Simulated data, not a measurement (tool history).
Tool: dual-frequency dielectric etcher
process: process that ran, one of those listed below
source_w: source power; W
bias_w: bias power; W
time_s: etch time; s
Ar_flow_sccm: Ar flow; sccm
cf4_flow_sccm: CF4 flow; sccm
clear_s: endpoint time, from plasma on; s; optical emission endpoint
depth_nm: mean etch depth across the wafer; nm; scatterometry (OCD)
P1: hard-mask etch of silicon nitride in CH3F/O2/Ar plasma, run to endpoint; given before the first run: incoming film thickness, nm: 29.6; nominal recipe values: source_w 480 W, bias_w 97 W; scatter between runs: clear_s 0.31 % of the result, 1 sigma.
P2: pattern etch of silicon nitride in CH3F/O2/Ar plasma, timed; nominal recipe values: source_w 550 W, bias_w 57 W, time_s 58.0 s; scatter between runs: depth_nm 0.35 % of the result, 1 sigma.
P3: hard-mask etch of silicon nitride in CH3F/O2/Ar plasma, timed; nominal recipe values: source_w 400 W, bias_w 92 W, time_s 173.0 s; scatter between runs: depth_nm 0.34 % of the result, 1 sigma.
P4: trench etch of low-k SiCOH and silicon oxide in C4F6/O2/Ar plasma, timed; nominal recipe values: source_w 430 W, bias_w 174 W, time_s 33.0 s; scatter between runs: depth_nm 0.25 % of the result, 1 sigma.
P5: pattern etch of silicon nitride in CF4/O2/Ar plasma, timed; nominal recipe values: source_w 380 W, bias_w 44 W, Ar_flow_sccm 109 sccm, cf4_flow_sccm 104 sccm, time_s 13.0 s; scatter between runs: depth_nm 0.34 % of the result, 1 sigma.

run   hour  process  source_w  bias_w  time_s  Ar_flow_sccm  cf4_flow_sccm  clear_s  depth_nm
  1    9.2       P1       480      97                                        36.525
  2   22.0       P4       430     174    25.5                                          81.309
  3   35.7       P1       480      97                                        36.345
  4   48.7       P2       550      57    73.5                                          53.150
  5   57.0       P5       270      44    13.0           109            104             13.820
  6   65.2       P2       680      57    58.0                                          45.656
  7   79.6       P1       480      97                                        36.631
  8   92.5       P2       550      57    58.0                                          42.050
  9  100.1       P3       400      92   173.0                                         130.110
 10  107.9       P4       430     174    33.0                                         105.950
 11  123.5       P3       400      54   173.0                                         108.900
 12  139.7       P4       430     174    33.0                                         105.570
 13  148.5       P1       380      97                                        39.808
 14  157.2       P3       540      92   173.0                                         146.090
 15  167.1       P5       380      60    13.0           109            104             20.869
 16  175.8       P1       480      97                                        36.396
 17  188.2       P1       330     119                                        38.832
 18  196.2       P5       380      44    13.0           109             75             17.819
 19  210.9       P1       480      97                                        36.457
 20  225.9       P1       480     122                                        33.567
 21  237.9       P5       380      44    13.0           109            104             18.533
 22  247.4       P1       610      75                                        36.440
 23  259.1       P3       400      92   125.5                                          94.592
 24  270.8       P2       550      68    58.0                                          44.309
     280.7  -- wet clean of the chamber
 25  282.7       P5       380      44     8.5           109            104             12.174
 26  294.4       P5       380      44    13.0           130            104             18.090
 27  312.0       P1       480      97                                        36.489
 28  322.3       P1       480      78                                        39.502
 29  334.4       P4       430     235    33.0                                         116.340
 30  347.5       P1       650      97                                        32.558
 31  358.1       P4       570     174    33.0                                         117.990
 32  367.3       P1       480      97                                        36.437
 33  381.7       P1       480      97                                        36.779
 34  392.4       P1       480      97                                        37.266
     394.0  -- wet clean of the chamber
 35  402.2       P1       480      97                                        36.789
 36  413.0       P1       480      97                                        36.726
 37  430.2       P1       480      97                                        37.142
 38  438.8       P1       480      97                                        37.094

Compared with where it was, what P1 gives has crept away. Each cause listed below fits the log as well as the rest, at the size given for it:
A: source power that arrives under what is set, % = 4.09
B: bias power that arrives under what is set, % = 4.26
The gradual shift began around hour 367.3.
Why every other cause is out:
chamber walls in a state that lowers the etch rate, %: serviced at hour 394.0, which brought nothing back

Which of the 4 check runs listed below, each an average over 2 wafers with its results shown as question marks, gives clearly different results under the different listed causes?
check 1  447.4       P5       380      44    13.0           109            104                  ?
check 2  447.4       P3       400      92   173.0                                               ?
check 3  447.4       P4       430     174    33.0                                               ?
check 4  447.4       P2       550      57    58.0                                               ?

Outcome of each check run for each possible cause:
  check    result     if A     if B
check 1  depth_nm   17.900   18.265
check 2  depth_nm  128.280  128.270
check 3  depth_nm  103.920  104.220
check 4  depth_nm   41.437   41.545
Separation of the two closest causes in each check, using whichever result separates them best: check 1 2.02 %; check 2 0.01 %; check 3 0.28 %; check 4 0.26 %
The other checks would show nearly matching results whichever cause is true, so check 1 is the only one that separates the causes.

Running check 1 produced the following: depth_nm 17.948 nm. Which one of the listed causes fits?

The cause is A: source power that arrives under what is set, %.
